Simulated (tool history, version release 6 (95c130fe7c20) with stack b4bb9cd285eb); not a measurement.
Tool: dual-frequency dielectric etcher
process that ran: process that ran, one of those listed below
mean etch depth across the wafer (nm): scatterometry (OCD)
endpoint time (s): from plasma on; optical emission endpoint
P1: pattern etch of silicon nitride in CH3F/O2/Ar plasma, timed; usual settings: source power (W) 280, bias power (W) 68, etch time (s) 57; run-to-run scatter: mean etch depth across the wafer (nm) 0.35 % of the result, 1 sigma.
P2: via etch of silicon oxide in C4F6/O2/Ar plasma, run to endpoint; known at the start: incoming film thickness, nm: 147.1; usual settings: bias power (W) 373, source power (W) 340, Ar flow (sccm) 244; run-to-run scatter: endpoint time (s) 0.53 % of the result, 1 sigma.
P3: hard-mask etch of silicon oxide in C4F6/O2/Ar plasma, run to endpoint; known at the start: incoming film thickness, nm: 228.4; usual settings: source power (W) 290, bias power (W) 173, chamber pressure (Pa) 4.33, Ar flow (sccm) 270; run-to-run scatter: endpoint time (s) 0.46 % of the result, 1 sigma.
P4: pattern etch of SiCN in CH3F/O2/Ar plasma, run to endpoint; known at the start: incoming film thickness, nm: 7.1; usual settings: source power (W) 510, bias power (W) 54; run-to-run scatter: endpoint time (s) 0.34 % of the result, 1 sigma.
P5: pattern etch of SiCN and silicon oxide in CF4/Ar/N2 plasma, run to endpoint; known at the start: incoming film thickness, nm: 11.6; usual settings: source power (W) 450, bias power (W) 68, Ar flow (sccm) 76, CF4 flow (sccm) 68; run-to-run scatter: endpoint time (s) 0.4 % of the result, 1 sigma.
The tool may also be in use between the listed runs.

run   hour  process that ran  source power (W)  bias power (W)  etch time (s)  chamber pressure (Pa)  Ar flow (sccm)  CF4 flow (sccm)  hours since the last wet clean  hours since the last source power generator calibration  hours since the last bias power generator calibration  mean etch depth across the wafer (nm)  endpoint time (s)
  1    8.2                P1               280              68             57                                                                                    72.3                                                   1155.8                                                  812.3                                 34.535
  2   13.1                P1               280              68             57                                                                                    77.2                                                   1160.7                                                  817.2                                 34.574
  3   21.7                P3               290             113                                  4.33             270                                             85.8                                                   1169.3                                                  825.8                                                    93.617
  4   28.5                P2               340             373                                                   244                                             92.6                                                   1176.1                                                  832.6                                                    37.714
  5   37.1                P4               510              54                                                                                                  101.2                                                   1184.7                                                  841.2                                                    19.095
  6   43.6                P5               560              68                                                    76               68                           107.7                                                   1191.2                                                  847.7                                                        11
  7   52.8                P5               450              41                                                    76               68                           116.9                                                   1200.4                                                  856.9                                                    15.743
  8   61.8                P4               510              33                                                                                                  125.9                                                   1209.4                                                  865.9                                                     21.99
  9   71.1                P1               280              90             57                                                                                   135.2                                                   1218.7                                                  875.2                                 38.321
 10   79.1                P2               400             373                                                   244                                            143.2                                                   1226.7                                                  883.2                                                      35.4
 11     87                P3               410             173                                  4.33             270                                            151.1                                                   1234.6                                                  891.1                                                    71.897
 12   92.2                P1               390              68             57                                                                                   156.3                                                   1239.8                                                  896.3                                 39.377
      92.9  -- wet clean of the chamber
 13  100.8                P4               510              54                                                                                                      8                                                   1248.4                                                  904.9                                                    19.172
 14  107.8                P3               290             173                                  4.33             343                                               15                                                   1255.4                                                  911.9                                                    84.869
 15    117                P1               330              68           77.5                                                                                    24.2                                                   1264.6                                                  921.1                                 50.125
 16  122.5                P1               280              50             57                                                                                    29.7                                                   1270.1                                                  926.6                                 31.372
 17  127.9                P1               280              68             57                                                                                    35.1                                                   1275.5                                                    932                                  34.66
 18    136                P2               340             373                                                   302                                             43.2                                                   1283.6                                                  940.1                                                    38.573
 19  140.8                P5               450              68                                                    61               68                              48                                                   1288.4                                                  944.9                                                    12.868
 20  147.7                P1               280              68           39.5                                                                                    54.9                                                   1295.3                                                  951.8                                 23.921
 21  157.8                P2               340             373                                                   244                                               65                                                   1305.4                                                  961.9                                                    37.322
 22  163.3                P1               190              68             57                                                                                    70.5                                                   1310.9                                                  967.4                                 29.971
 23  170.9                P2               340             504                                                   244                                             78.1                                                   1318.5                                                    975                                                    33.892
 24  180.3                P1               280              68             57                                                                                    87.5                                                   1327.9                                                  984.4                                 34.788
 25  189.2                P3               290             173                                   5.2             270                                             96.4                                                   1336.8                                                  993.3                                                     84.43
 26  198.1                P1               280              68             57                                                                                   105.3                                                   1345.7                                                 1002.2                                 34.733
 27  204.4                P5               450              68                                                    76               91                           111.6                                                     1352                                                 1008.5                                                    12.945
 28  209.6                P5               450              68                                                    76               68                           116.8                                                   1357.2                                                 1013.7                                                    13.439
 29    218                P4               680              54                                                                                                  125.2                                                   1365.6                                                 1022.1                                                    16.957
 30  225.5                P3               290             173                                  4.33             270                                            132.7                                                   1373.1                                                 1029.6                                                    82.086
 31    230                P1               280              68             78                                                                                   137.2                                                   1377.6                                                 1034.1                                 47.452
 32  236.2                P1               280              68             57                                                                                   143.4                                                   1383.8                                                 1040.3                                 34.852
 33  243.9                P1               280              68             57                                                                                   151.1                                                   1391.5                                                   1048                                 34.135
 34  251.4                P1               280              68             57                                                                                   158.6                                                     1399                                                 1055.5                                 34.227
 35  259.1                P1               280              68             57                                                                                   166.3                                                   1406.7                                                 1063.2                                 34.321
     261.9  -- wet clean of the chamber
 36  264.1                P1               280              68             57                                                                                     2.3                                                   1411.7                                                 1068.2                                  34.25
 37  271.5                P1               280              68             57                                                                                     9.7                                                   1419.1                                                 1075.6                                 34.175
 38  276.9                P1               280              68             57                                                                                    15.1                                                   1424.5                                                   1081                                 34.117
 39  282.7                P1               280              68             57                                                                                    20.9                                                   1430.3                                                 1086.8                                 34.121

Run 40 comes next. What will it give?
 40   288                P1               280              68             57                                                                                    26.2                                                   1435.6                                                 1092.1                                      ?

Run 40 gave mean etch depth across the wafer (nm) 34.14.
